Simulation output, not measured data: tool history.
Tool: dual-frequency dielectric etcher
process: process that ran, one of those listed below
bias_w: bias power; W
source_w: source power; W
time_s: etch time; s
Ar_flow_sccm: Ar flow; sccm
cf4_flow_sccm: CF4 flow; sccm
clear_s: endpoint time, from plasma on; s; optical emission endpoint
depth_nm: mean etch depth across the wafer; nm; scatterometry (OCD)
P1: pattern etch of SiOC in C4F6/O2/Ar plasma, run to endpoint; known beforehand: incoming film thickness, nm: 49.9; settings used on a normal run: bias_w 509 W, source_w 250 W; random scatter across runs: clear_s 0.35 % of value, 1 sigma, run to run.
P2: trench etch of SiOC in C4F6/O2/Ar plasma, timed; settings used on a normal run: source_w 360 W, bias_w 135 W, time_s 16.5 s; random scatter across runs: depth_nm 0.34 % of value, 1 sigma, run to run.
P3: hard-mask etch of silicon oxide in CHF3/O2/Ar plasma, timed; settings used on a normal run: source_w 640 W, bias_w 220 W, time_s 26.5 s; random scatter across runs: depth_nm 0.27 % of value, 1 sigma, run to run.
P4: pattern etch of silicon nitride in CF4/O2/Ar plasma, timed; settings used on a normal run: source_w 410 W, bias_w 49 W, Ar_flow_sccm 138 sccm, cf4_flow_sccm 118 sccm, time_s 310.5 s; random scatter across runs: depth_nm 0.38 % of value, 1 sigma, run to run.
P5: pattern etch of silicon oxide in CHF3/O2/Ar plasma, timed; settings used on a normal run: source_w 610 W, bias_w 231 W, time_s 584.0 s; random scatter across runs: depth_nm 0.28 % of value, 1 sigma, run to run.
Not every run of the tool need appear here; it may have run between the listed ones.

Run 1, hour 4.8: process P1, bias_w 509 W, source_w 250 W. Result: clear_s 19.780 s.
Run 2, hour 9.9: process P1, bias_w 509 W, source_w 250 W. Result: clear_s 19.712 s.
Run 3, hour 13.2: process P3, bias_w 306 W, source_w 640 W, time_s 26.5 s. Result: depth_nm 65.801 nm.
Run 4, hour 18.5: process P4, bias_w 49 W, source_w 410 W, time_s 310.5 s, Ar_flow_sccm 181 sccm, cf4_flow_sccm 118 sccm. Result: depth_nm 472.850 nm.
Run 5, hour 24.8: process P1, bias_w 316 W, source_w 250 W. Result: clear_s 23.516 s.
Run 6, hour 31.2: process P1, bias_w 509 W, source_w 180 W. Result: clear_s 22.171 s.
Run 7, hour 38.3: process P1, bias_w 509 W, source_w 250 W. Result: clear_s 19.559 s.
Run 8, hour 43.9: process P1, bias_w 509 W, source_w 300 W. Result: clear_s 18.465 s.
Run 9, hour 50.4: process P4, bias_w 49 W, source_w 410 W, time_s 171.0 s, Ar_flow_sccm 138 sccm, cf4_flow_sccm 118 sccm. Result: depth_nm 272.650 nm.
Run 10, hour 55.1: process P2, bias_w 135 W, source_w 480 W, time_s 16.5 s. Result: depth_nm 33.121 nm.
Run 11, hour 58.9: process P3, bias_w 220 W, source_w 400 W, time_s 26.5 s. Result: depth_nm 48.893 nm.
Run 12, hour 63.5: process P2, bias_w 135 W, source_w 360 W, time_s 13.0 s. Result: depth_nm 23.357 nm.
Run 13, hour 69.3: process P4, bias_w 49 W, source_w 410 W, time_s 310.5 s, Ar_flow_sccm 138 sccm, cf4_flow_sccm 118 sccm. Result: depth_nm 493.140 nm.
Run 14, hour 73.6: process P5, bias_w 231 W, source_w 610 W, time_s 372.0 s. Result: depth_nm 822.200 nm.
Run 15, hour 77.3: process P1, bias_w 698 W, source_w 250 W. Result: clear_s 17.519 s.
Run 16, hour 81.6: process P4, bias_w 49 W, source_w 270 W, time_s 310.5 s, Ar_flow_sccm 138 sccm, cf4_flow_sccm 118 sccm. Result: depth_nm 344.700 nm.
Run 17, hour 85.4: process P5, bias_w 231 W, source_w 740 W, time_s 584.0 s. Result: depth_nm 1384.600 nm.
Run 18, hour 90.4: process P4, bias_w 49 W, source_w 410 W, time_s 310.5 s, Ar_flow_sccm 138 sccm, cf4_flow_sccm 78 sccm. Result: depth_nm 464.100 nm.
Run 19, hour 97.2: process P1, bias_w 509 W, source_w 250 W. Result: clear_s 19.717 s.
Run 20, hour 104.4: process P1, bias_w 509 W, source_w 250 W. Result: clear_s 19.680 s.
Run 21, hour 110.3: process P1, bias_w 707 W, source_w 180 W. Result: clear_s 19.404 s.
Run 22, hour 113.8: process P5, bias_w 323 W, source_w 610 W, time_s 584.0 s. Result: depth_nm 1455.200 nm.
Run 23, hour 120.7: process P1, bias_w 309 W, source_w 150 W. Result: clear_s 28.463 s.
Run 24, hour 125.2: process P3, bias_w 220 W, source_w 640 W, time_s 18.0 s. Result: depth_nm 39.882 nm.
Run 25, hour 131.7: process P4, bias_w 31 W, source_w 410 W, time_s 310.5 s, Ar_flow_sccm 138 sccm, cf4_flow_sccm 118 sccm. Result: depth_nm 415.690 nm.
Run 26, hour 136.9: process P2, bias_w 135 W, source_w 360 W, time_s 16.5 s. Result: depth_nm 29.728 nm.
Run 27, hour 141.6: process P5, bias_w 231 W, source_w 610 W, time_s 584.0 s. Result: depth_nm 1287.900 nm.
Run 28, hour 145.7: process P2, bias_w 179 W, source_w 360 W, time_s 16.5 s. Result: depth_nm 32.263 nm.
Run 29, hour 152.1: process P5, bias_w 231 W, source_w 610 W, time_s 584.0 s. Result: depth_nm 1285.700 nm.
Run 30, hour 156.0: process P3, bias_w 220 W, source_w 640 W, time_s 26.5 s. Result: depth_nm 58.534 nm.
Run 31, hour 161.4: process P1, bias_w 509 W, source_w 250 W. Result: clear_s 19.743 s.
Run 32, hour 167.1: process P1, bias_w 509 W, source_w 250 W. Result: clear_s 19.764 s.
Run 33, hour 173.3: process P1, bias_w 509 W, source_w 250 W. Result: clear_s 19.778 s.
Run 34, hour 176.5: process P1, bias_w 509 W, source_w 250 W. Result: clear_s 19.895 s.
Run 35, hour 180.7: process P1, bias_w 509 W, source_w 250 W. Result: clear_s 19.906 s.
At hour 185.6: wet clean of the chamber.
Run 36, hour 187.4: process P1, bias_w 509 W, source_w 250 W. Result: clear_s 19.922 s.
Run 37, hour 190.6: process P1, bias_w 509 W, source_w 250 W. Result: clear_s 20.060 s.
Run 38, hour 196.6: process P1, bias_w 509 W, source_w 250 W. Result: clear_s 20.173 s.
Run 39, hour 200.3: process P1, bias_w 509 W, source_w 250 W. Result: clear_s 20.017 s.
Run 40, hour 205.4: process P1, bias_w 509 W, source_w 250 W. Result: clear_s 20.077 s.

The output of P1 has drifted from where it used to be. Each of the 2 causes below, taken at the size shown beside it, accounts for the log equally well:
A: bias power that arrives under what is set, % = 4.52
B: source power that arrives under what is set, % = 4.71
Onset of the creep was near hour 173.3.
Each remaining cause and why it is not a fit:
chamber walls in a state that lowers the etch rate, %: maintenance at hour 185.6, after the shift began, did not return the process to its former output

Which of the check runs below tells the causes apart, meaning the causes would give it clearly different results? Each run uses 2 wafers whose results are averaged, and each result is shown as a question mark.
Run check 1, hour 210.5: process P4, bias_w 49 W, source_w 410 W, time_s 172.0 s, Ar_flow_sccm 138 sccm, cf4_flow_sccm 118 sccm. Result: depth_nm ?.
Run check 2, hour 210.5: process P2, bias_w 177 W, source_w 360 W, time_s 16.5 s. Result: depth_nm ?.
Run check 3, hour 210.5: process P3, bias_w 220 W, source_w 440 W, time_s 21.0 s. Result: depth_nm ?.
Run check 4, hour 210.5: process P5, bias_w 231 W, source_w 730 W, time_s 584.0 s. Result: depth_nm ?.

Check results expected under each cause:
  check    result      if A      if B
check 1  depth_nm   268.400   262.010
check 2  depth_nm    31.872    31.741
check 3  depth_nm    39.605    39.537
check 4  depth_nm  1354.400  1351.400
Per check, the gap between the least separated pair of causes, taken in the result that splits them most: check 1 2.41 %; check 2 0.41 %; check 3 0.17 %; check 4 0.22 %
Only check 1 tells the causes apart: in the others they would give nearly the same result.

With check 1 done, the readings were: depth_nm 267.610 nm. Identify which of the listed causes applies.

A is the cause: bias power that arrives under what is set, %.
